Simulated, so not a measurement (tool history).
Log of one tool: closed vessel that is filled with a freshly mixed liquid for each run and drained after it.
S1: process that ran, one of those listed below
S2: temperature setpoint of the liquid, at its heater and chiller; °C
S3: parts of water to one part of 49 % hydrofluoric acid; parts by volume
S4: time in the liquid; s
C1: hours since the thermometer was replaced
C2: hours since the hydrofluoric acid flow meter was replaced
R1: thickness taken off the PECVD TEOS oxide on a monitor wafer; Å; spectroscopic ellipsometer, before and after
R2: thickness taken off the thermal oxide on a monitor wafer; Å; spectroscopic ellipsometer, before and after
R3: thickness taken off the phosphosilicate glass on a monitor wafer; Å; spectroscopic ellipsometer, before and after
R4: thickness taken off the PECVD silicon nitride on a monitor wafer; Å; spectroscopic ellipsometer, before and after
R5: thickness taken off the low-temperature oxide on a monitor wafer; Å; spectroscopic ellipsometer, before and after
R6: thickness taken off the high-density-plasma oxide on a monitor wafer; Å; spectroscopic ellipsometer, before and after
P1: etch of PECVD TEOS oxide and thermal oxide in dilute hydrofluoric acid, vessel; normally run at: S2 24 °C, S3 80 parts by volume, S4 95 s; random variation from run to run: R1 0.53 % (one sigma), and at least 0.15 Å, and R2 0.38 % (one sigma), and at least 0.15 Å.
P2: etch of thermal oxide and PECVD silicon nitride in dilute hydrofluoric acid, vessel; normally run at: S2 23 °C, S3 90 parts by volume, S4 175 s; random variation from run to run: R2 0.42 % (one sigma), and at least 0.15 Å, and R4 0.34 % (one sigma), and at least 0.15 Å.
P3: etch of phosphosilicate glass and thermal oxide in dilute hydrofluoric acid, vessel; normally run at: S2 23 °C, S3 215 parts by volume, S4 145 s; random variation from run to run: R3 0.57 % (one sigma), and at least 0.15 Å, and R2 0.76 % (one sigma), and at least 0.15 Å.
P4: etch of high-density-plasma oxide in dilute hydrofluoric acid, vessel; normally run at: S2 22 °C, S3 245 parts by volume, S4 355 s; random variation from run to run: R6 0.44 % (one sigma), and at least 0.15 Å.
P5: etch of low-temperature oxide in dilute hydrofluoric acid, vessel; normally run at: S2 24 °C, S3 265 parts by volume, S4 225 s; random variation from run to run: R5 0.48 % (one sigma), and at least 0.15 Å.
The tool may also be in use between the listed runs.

run   hour  S1    S2   S3   S4     C1     C2      R1      R2      R3      R4      R5      R6
  1   10.6  P1    24   80   95  496.4  535.6  190.76  56.592
  2     23  P3    23  215  145  508.8    548          26.489  341.68
  3   38.1  P3    23  215  280  523.9  563.1          51.557  658.63
  4   54.6  P1    24   80   95  540.4  579.6   190.7  56.019
  5   62.5  P3    23   45  145  548.3  587.5          153.58  1979.3
  6   78.5  P1  28.5   20   95  564.3  603.5  995.63  293.21
  7     89  P1    24   40   95  574.8    614   402.8   118.6
  8    106  P1    24   80   95  591.8    631   190.6  56.366
  9  122.4  P2    23   90   30  608.2  647.4          15.897          16.167
 10  139.3  P5    24  265  225  625.1  664.3                                  156.07
 11  149.7  P4  29.5  245  355  635.5  674.7                                          109.17
 12  164.6  P3    28  215  145  650.4  689.6          32.135  412.31
 13  181.7  P5    24  265  450  667.5  706.7                                  313.64
 14  191.4  P5    24  120  225  677.2  716.4                                  403.81
 15  201.4  P1  30.5   80   95  687.2  726.4  246.99   72.38
 16  210.2  P4    22   65  355    696  735.2                                          383.45
 17    221  P2    17   90  175  706.8    746          72.719          63.489
 18  231.8  P1    24   80  145  717.6  756.8  290.51   85.19
 19  240.5  P1    24  125   95  726.3  765.5   115.5  33.788
 20  256.7  P1    24   80   95  742.5  781.7  192.98  56.324
 21    272  P1    24   80   95  757.8    797  191.68  55.736
 22  287.9  P1    17   80   95  773.7  812.9  142.58  42.312
 23  298.1  P5  30.5  265  225  783.9  823.1                                  195.91
 24  306.9  P1    24   80   95  792.7  831.9  190.48  56.024
 25  318.6  P5    24  265  225  804.4  843.6                                  156.82
 26  331.6  P1    24   80   95  817.4  856.6  193.26  56.349
 27  345.6  P2    23   90  175  831.4  870.6          92.831          95.246
 28  353.3  P2    23   45  175  839.1  878.3          196.93          188.77

The next listed run, before its measurement:
 29  363.5  P4  22  245  695  849.3  888.5                       ?

R6: 164.08 Å

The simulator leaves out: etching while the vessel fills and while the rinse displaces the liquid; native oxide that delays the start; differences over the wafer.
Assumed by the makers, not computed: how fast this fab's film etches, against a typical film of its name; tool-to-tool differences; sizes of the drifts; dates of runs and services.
